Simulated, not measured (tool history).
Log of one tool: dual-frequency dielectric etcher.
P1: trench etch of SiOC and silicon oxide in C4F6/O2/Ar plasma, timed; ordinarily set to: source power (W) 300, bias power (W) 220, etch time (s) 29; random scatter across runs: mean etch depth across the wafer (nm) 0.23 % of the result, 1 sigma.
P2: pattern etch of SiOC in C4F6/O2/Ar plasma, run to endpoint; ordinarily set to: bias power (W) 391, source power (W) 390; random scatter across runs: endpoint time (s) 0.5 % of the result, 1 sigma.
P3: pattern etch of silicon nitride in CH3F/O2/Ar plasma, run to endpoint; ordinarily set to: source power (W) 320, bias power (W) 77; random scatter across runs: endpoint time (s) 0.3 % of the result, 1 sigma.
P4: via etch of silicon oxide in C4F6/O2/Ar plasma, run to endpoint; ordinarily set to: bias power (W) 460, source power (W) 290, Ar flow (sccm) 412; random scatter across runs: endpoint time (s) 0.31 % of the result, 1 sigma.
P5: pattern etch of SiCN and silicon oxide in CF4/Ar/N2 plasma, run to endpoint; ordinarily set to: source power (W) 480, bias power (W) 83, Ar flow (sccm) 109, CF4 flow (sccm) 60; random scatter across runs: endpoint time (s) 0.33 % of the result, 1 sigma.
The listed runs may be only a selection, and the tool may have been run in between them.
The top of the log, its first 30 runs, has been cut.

run,hour,process that ran,source power (W),bias power (W),etch time (s),Ar flow (sccm),CF4 flow (sccm),hours since the last wet clean,hours since the last source power generator calibration,hours since the last bias power generator calibration,mean etch depth across the wafer (nm),endpoint time (s)
31,393.2,P2,390,391,,,,645.3,2720.8,1099.4,,17.6320
32,404.7,P5,480,83,,65,60,656.8,2732.3,1110.9,,8.8418
33,413.2,P1,300,220,29,,,665.3,2740.8,1119.4,55.881,
34,428.7,P1,300,220,29,,,680.8,2756.3,1134.9,55.468,
35,445.8,P1,300,220,29,,,697.9,2773.4,1152.0,55.263,
36,461.7,P1,300,220,29,,,713.8,2789.3,1167.9,54.858,
37,478.4,P1,300,220,29,,,730.5,2806.0,1184.6,54.822,
38,486.8,P1,300,220,29,,,738.9,2814.4,1193.0,55.191,
# hour 492.3: wet clean of the chamber
39,494.9,P1,300,220,29,,,2.7,2822.5,1201.1,54.669,
40,507.5,P1,300,220,29,,,15.3,2835.1,1213.7,54.943,

Run 41 has not been measured yet. What should we expect?
41,522.4,P1,300,220,29,,,30.2,2850.0,1228.6,?,

Run 41 gave mean etch depth across the wafer (nm) 54.944.

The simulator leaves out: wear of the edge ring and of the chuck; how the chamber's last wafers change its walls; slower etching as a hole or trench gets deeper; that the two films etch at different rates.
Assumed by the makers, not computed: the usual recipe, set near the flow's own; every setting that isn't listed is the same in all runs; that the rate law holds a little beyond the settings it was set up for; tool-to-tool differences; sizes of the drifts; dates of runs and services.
